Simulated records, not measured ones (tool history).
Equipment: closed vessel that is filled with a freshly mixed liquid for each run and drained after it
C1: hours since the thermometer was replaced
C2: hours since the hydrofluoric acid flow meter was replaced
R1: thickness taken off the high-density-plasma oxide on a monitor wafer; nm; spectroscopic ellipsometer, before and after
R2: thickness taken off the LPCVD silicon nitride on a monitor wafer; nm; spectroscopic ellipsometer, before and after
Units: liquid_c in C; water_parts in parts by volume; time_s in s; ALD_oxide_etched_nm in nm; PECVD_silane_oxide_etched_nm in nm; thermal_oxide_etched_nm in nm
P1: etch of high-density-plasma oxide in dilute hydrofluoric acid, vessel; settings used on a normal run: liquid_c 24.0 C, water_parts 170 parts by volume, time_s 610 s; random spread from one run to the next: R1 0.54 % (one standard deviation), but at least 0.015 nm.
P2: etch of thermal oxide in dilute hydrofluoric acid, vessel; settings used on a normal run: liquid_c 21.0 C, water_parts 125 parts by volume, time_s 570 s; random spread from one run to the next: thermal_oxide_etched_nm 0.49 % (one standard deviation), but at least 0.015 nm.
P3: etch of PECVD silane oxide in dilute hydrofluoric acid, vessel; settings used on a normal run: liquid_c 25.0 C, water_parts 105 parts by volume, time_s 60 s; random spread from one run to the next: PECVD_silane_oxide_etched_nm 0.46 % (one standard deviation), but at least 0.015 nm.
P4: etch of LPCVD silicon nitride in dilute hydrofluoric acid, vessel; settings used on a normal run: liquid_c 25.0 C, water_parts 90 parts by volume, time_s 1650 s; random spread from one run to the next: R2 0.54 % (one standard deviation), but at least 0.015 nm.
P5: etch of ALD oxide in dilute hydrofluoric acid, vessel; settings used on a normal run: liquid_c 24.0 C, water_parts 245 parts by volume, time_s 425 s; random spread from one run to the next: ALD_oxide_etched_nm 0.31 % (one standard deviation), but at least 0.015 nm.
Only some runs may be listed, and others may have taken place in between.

run 1 hour=2.6 | process=P1 liquid_c=24.0 water_parts=170 time_s=610 | C1=347.4 C2=1031.1 | R1=30.773
run 2 hour=8.1 | process=P4 liquid_c=25.0 water_parts=145 time_s=1650 | C1=352.9 C2=1036.6 | R2=6.2362
run 3 hour=11.7 | process=P5 liquid_c=24.0 water_parts=80 time_s=425 | C1=356.5 C2=1040.2 | ALD_oxide_etched_nm=54.9140
run 4 hour=16.0 | process=P5 liquid_c=24.0 water_parts=245 time_s=75 | C1=360.8 C2=1044.5 | ALD_oxide_etched_nm=2.6041
run 5 hour=18.6 | process=P3 liquid_c=25.0 water_parts=105 time_s=90 | C1=363.4 C2=1047.1 | PECVD_silane_oxide_etched_nm=13.8140
run 6 hour=21.4 | process=P2 liquid_c=21.0 water_parts=55 time_s=570 | C1=366.2 C2=1049.9 | thermal_oxide_etched_nm=44.5880
run 7 hour=24.0 | process=P1 liquid_c=24.0 water_parts=85 time_s=610 | C1=368.8 C2=1052.5 | R1=67.710
run 8 hour=28.0 | process=P1 liquid_c=24.0 water_parts=170 time_s=1215 | C1=372.8 C2=1056.5 | R1=61.511
run 9 hour=30.6 | process=P5 liquid_c=24.0 water_parts=245 time_s=425 | C1=375.4 C2=1059.1 | ALD_oxide_etched_nm=14.7960
run 10 hour=36.0 | process=P3 liquid_c=25.0 water_parts=105 time_s=60 | C1=380.8 C2=1064.5 | PECVD_silane_oxide_etched_nm=9.1569
run 11 hour=38.7 | process=P1 liquid_c=24.0 water_parts=170 time_s=320 | C1=383.5 C2=1067.2 | R1=15.947
run 12 hour=42.4 | process=P2 liquid_c=21.0 water_parts=125 time_s=570 | C1=387.2 C2=1070.9 | thermal_oxide_etched_nm=18.0620
run 13 hour=47.9 | process=P1 liquid_c=17.0 water_parts=170 time_s=610 | C1=392.7 C2=1076.4 | R1=23.397
run 14 hour=52.1 | process=P1 liquid_c=24.0 water_parts=170 time_s=610 | C1=396.9 C2=1080.6 | R1=30.780
run 15 hour=56.0 | process=P4 liquid_c=25.0 water_parts=90 time_s=1650 | C1=400.8 C2=1084.5 | R2=10.0790
run 16 hour=59.8 | process=P1 liquid_c=24.0 water_parts=250 time_s=610 | C1=404.6 C2=1088.3 | R1=19.224
run 17 hour=63.2 | process=P5 liquid_c=24.0 water_parts=245 time_s=425 | C1=408.0 C2=1091.7 | ALD_oxide_etched_nm=14.9400
run 18 hour=65.7 | process=P4 liquid_c=19.0 water_parts=90 time_s=1650 | C1=410.5 C2=1094.2 | R2=6.8064
run 19 hour=68.6 | process=P3 liquid_c=25.0 water_parts=60 time_s=60 | C1=413.4 C2=1097.1 | PECVD_silane_oxide_etched_nm=16.9350
run 20 hour=72.4 | process=P1 liquid_c=24.0 water_parts=170 time_s=610 | C1=417.2 C2=1100.9 | R1=30.444
run 21 hour=75.6 | process=P3 liquid_c=17.5 water_parts=105 time_s=60 | C1=420.4 C2=1104.1 | PECVD_silane_oxide_etched_nm=6.7619
run 22 hour=80.0 | process=P1 liquid_c=24.0 water_parts=170 time_s=610 | C1=424.8 C2=1108.5 | R1=30.619
run 23 hour=85.5 | process=P1 liquid_c=29.5 water_parts=170 time_s=610 | C1=430.3 C2=1114.0 | R1=37.237
run 24 hour=89.3 | process=P2 liquid_c=21.0 water_parts=125 time_s=165 | C1=434.1 C2=1117.8 | thermal_oxide_etched_nm=5.1981
run 25 hour=93.3 | process=P1 liquid_c=24.0 water_parts=170 time_s=610 | C1=438.1 C2=1121.8 | R1=30.658
run 26 hour=98.5 | process=P1 liquid_c=24.0 water_parts=60 time_s=1045 | C1=443.3 C2=1127.0 | R1=168.570
run 27 hour=101.0 | process=P1 liquid_c=24.0 water_parts=170 time_s=610 | C1=445.8 C2=1129.5 | R1=30.725
run 28 hour=103.9 | process=P1 liquid_c=27.0 water_parts=70 time_s=610 | C1=448.7 C2=1132.4 | R1=95.028
run 29 hour=107.0 | process=P4 liquid_c=25.0 water_parts=90 time_s=470 | C1=451.8 C2=1135.5 | R2=2.8830
run 30 hour=112.0 | process=P2 liquid_c=26.0 water_parts=125 time_s=570 | C1=456.8 C2=1140.5 | thermal_oxide_etched_nm=21.7140
run 31 hour=114.5 | process=P5 liquid_c=17.0 water_parts=245 time_s=425 | C1=459.3 C2=1143.0 | ALD_oxide_etched_nm=11.4950
run 32 hour=119.9 | process=P1 liquid_c=29.5 water_parts=265 time_s=610 | C1=464.7 C2=1148.4 | R1=21.555

The next listed run, before its measurement:
run 33 hour=123.4 | process=P1 liquid_c=24.0 water_parts=170 time_s=610 | C1=468.2 C2=1151.9 | R1=?

R1: 30.773 nm
